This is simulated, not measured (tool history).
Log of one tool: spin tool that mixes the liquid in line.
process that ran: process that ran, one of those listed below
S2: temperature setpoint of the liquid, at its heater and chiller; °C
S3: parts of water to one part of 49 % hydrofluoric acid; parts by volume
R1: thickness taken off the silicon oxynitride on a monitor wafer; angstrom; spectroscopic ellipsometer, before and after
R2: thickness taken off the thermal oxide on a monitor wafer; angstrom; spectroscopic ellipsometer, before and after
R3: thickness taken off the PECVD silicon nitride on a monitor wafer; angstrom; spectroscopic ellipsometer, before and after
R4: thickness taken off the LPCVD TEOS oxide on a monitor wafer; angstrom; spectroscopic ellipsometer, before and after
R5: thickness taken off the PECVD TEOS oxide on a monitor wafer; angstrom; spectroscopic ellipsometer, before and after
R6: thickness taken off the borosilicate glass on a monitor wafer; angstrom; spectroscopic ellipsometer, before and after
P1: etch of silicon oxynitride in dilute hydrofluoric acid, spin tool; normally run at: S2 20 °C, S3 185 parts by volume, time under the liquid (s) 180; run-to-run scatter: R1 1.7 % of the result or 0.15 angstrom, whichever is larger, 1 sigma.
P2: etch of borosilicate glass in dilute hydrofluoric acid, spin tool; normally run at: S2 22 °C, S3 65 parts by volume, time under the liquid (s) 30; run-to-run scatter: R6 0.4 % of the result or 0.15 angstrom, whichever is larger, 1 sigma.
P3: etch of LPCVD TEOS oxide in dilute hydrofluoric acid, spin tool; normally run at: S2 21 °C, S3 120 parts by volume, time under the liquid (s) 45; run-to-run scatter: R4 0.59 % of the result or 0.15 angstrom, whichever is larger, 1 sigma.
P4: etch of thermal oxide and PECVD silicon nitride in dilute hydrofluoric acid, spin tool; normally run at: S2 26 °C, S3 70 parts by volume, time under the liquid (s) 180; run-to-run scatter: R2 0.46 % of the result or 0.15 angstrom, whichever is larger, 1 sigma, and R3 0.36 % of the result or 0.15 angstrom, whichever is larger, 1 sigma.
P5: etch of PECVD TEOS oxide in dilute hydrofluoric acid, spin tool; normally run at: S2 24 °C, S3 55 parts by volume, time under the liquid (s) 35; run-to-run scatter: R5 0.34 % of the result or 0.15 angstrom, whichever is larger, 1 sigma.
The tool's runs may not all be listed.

Run 1, hour 6.2: process that ran P1, S2 20 °C, S3 185 parts by volume, time under the liquid (s) 180. Result: R1 12.752 angstrom.
Run 2, hour 12.7: process that ran P4, S2 26 °C, S3 70 parts by volume, time under the liquid (s) 180. Result: R2 140.15 angstrom, R3 78.9 angstrom.
Run 3, hour 24.9: process that ran P3, S2 21 °C, S3 120 parts by volume, time under the liquid (s) 20. Result: R4 24.058 angstrom.
Run 4, hour 35.3: process that ran P5, S2 17.5 °C, S3 55 parts by volume, time under the liquid (s) 35. Result: R5 101.59 angstrom.
Run 5, hour 43.7: process that ran P1, S2 20 °C, S3 40 parts by volume, time under the liquid (s) 280. Result: R1 105.56 angstrom.
Run 6, hour 49.4: process that ran P3, S2 17 °C, S3 120 parts by volume, time under the liquid (s) 45. Result: R4 46.819 angstrom.
Run 7, hour 56: process that ran P4, S2 26 °C, S3 100 parts by volume, time under the liquid (s) 180. Result: R2 94.424 angstrom, R3 54.949 angstrom.
Run 8, hour 68.5: process that ran P3, S2 21 °C, S3 120 parts by volume, time under the liquid (s) 45. Result: R4 54.929 angstrom.
Run 9, hour 75.3: process that ran P4, S2 21 °C, S3 70 parts by volume, time under the liquid (s) 180. Result: R2 114.31 angstrom, R3 56.29 angstrom.
Run 10, hour 87.6: process that ran P5, S2 24 °C, S3 55 parts by volume, time under the liquid (s) 35. Result: R5 133.02 angstrom.
Run 11, hour 100.7: process that ran P2, S2 22 °C, S3 65 parts by volume, time under the liquid (s) 30. Result: R6 246.93 angstrom.
Run 12, hour 113.6: process that ran P2, S2 22 °C, S3 25 parts by volume, time under the liquid (s) 30. Result: R6 669.76 angstrom.
Run 13, hour 125.6: process that ran P1, S2 20 °C, S3 185 parts by volume, time under the liquid (s) 15. Result: R1 1.0324 angstrom.
Run 14, hour 136.4: process that ran P5, S2 24 °C, S3 55 parts by volume, time under the liquid (s) 35. Result: R5 133.41 angstrom.
Run 15, hour 142.9: process that ran P1, S2 17 °C, S3 185 parts by volume, time under the liquid (s) 180. Result: R1 10.753 angstrom.
Run 16, hour 149.6: process that ran P1, S2 20 °C, S3 185 parts by volume, time under the liquid (s) 320. Result: R1 23.524 angstrom.
Run 17, hour 159.2: process that ran P1, S2 20 °C, S3 55 parts by volume, time under the liquid (s) 275. Result: R1 72.602 angstrom.
Run 18, hour 171.6: process that ran P1, S2 20 °C, S3 185 parts by volume, time under the liquid (s) 180. Result: R1 13.228 angstrom.
Run 19, hour 184.6: process that ran P1, S2 20 °C, S3 185 parts by volume, time under the liquid (s) 180. Result: R1 12.964 angstrom.
Run 20, hour 191.6: process that ran P1, S2 20 °C, S3 185 parts by volume, time under the liquid (s) 180. Result: R1 12.475 angstrom.
Run 21, hour 200.5: process that ran P1, S2 20 °C, S3 270 parts by volume, time under the liquid (s) 180. Result: R1 8.5572 angstrom.
Run 22, hour 206.5: process that ran P3, S2 21 °C, S3 190 parts by volume, time under the liquid (s) 45. Result: R4 32.013 angstrom.
Run 23, hour 218.8: process that ran P2, S2 22 °C, S3 65 parts by volume, time under the liquid (s) 30. Result: R6 247.7 angstrom.
Run 24, hour 230.4: process that ran P1, S2 20 °C, S3 185 parts by volume, time under the liquid (s) 180. Result: R1 12.864 angstrom.
Run 25, hour 236: process that ran P2, S2 18 °C, S3 65 parts by volume, time under the liquid (s) 30. Result: R6 210.1 angstrom.
Run 26, hour 247.5: process that ran P1, S2 20 °C, S3 295 parts by volume, time under the liquid (s) 315. Result: R1 13.292 angstrom.
Run 27, hour 253.7: process that ran P5, S2 24 °C, S3 90 parts by volume, time under the liquid (s) 35. Result: R5 78.294 angstrom.
Run 28, hour 266.6: process that ran P1, S2 24.5 °C, S3 185 parts by volume, time under the liquid (s) 180. Result: R1 15.503 angstrom.
Run 29, hour 276.6: process that ran P5, S2 24 °C, S3 55 parts by volume, time under the liquid (s) 15. Result: R5 57.657 angstrom.
Run 30, hour 287.8: process that ran P4, S2 26 °C, S3 70 parts by volume, time under the liquid (s) 85. Result: R2 66.326 angstrom, R3 37.177 angstrom.
Run 31, hour 298.5: process that ran P2, S2 22 °C, S3 65 parts by volume, time under the liquid (s) 15. Result: R6 123.52 angstrom.

The next listed run, before its measurement:
Run 32, hour 307.6: process that ran P1, S2 20 °C, S3 85 parts by volume, time under the liquid (s) 180. Result: R1 ?.

R1: 29.744 angstrom
